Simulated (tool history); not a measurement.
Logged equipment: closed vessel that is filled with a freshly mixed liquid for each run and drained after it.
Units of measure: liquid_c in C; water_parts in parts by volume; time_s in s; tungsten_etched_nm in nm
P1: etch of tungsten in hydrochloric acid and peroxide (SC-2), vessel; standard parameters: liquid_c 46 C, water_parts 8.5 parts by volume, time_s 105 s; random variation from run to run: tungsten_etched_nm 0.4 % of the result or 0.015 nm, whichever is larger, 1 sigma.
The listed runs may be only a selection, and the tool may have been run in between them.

| run | hour | liquid_c | water_parts | time_s | hours since the thermometer was replaced | hours since the chemicals flow meter was replaced | hours since the drum of peroxide was connected | tungsten_etched_nm |
|---|---|---|---|---|---|---|---|---|
| 1 | 7.1 | 46 | 8.5 | 105 | 2134.2 | 255.3 | 253.4 | 18.3490 |
| 2 | 13.2 | 46 | 8.5 | 105 | 2140.3 | 261.4 | 259.5 | 18.2770 |
| 3 | 21.2 | 46 | 8.5 | 210 | 2148.3 | 269.4 | 267.5 | 36.7480 |
| 4 | 28.9 | 35 | 8.5 | 185 | 2156.0 | 277.1 | 275.2 | 14.7350 |
| 5 | 35.9 | 46 | 8.5 | 105 | 2163.0 | 284.1 | 282.2 | 18.4010 |
| 6 | 43.7 | 46 | 8.5 | 105 | 2170.8 | 291.9 | 290.0 | 18.5450 |
| 7 | 50.7 | 46 | 8.5 | 55 | 2177.8 | 298.9 | 297.0 | 9.5977 |
| 8 | 58.5 | 46 | 4.0 | 105 | 2185.6 | 306.7 | 304.8 | 32.3070 |
| 9 | 64.7 | 46 | 8.5 | 105 | 2191.8 | 312.9 | 311.0 | 18.3750 |
| 10 | 71.1 | 62 | 8.5 | 105 | 2198.2 | 319.3 | 317.4 | 51.8010 |
| 11 | 74.8 | 35 | 8.5 | 105 | 2201.9 | 323.0 | 321.1 | 8.4232 |
| 12 | 81.7 | 46 | 14.5 | 105 | 2208.8 | 329.9 | 328.0 | 11.7100 |
| 13 | 87.6 | 35 | 8.5 | 145 | 2214.7 | 335.8 | 333.9 | 11.6370 |
| 14 | 95.8 | 46 | 8.5 | 105 | 2222.9 | 344.0 | 342.1 | 18.3290 |
| 15 | 103.6 | 46 | 8.5 | 105 | 2230.7 | 351.8 | 349.9 | 17.3380 |
| 16 | 107.9 | 46 | 8.5 | 105 | 2235.0 | 356.1 | 354.2 | 17.1930 |
| 17 | 113.8 | 46 | 8.5 | 105 | 2240.9 | 362.0 | 360.1 | 16.8970 |
| 18 | 118.5 | 46 | 8.5 | 105 | 2245.6 | 366.7 | 364.8 | 16.9200 |
|  | 120.2 | new drum of peroxide connected |
| 19 | 126.2 | 46 | 8.5 | 105 | 2253.3 | 374.4 | 6.1 | 16.6520 |

Run 20, settings as shown, results not yet in. Your forecast:
| 20 | 133.3 | 46 | 8.5 | 105 | 2260.4 | 381.5 | 13.2 | ? |

tungsten_etched_nm: 16.5590 nm

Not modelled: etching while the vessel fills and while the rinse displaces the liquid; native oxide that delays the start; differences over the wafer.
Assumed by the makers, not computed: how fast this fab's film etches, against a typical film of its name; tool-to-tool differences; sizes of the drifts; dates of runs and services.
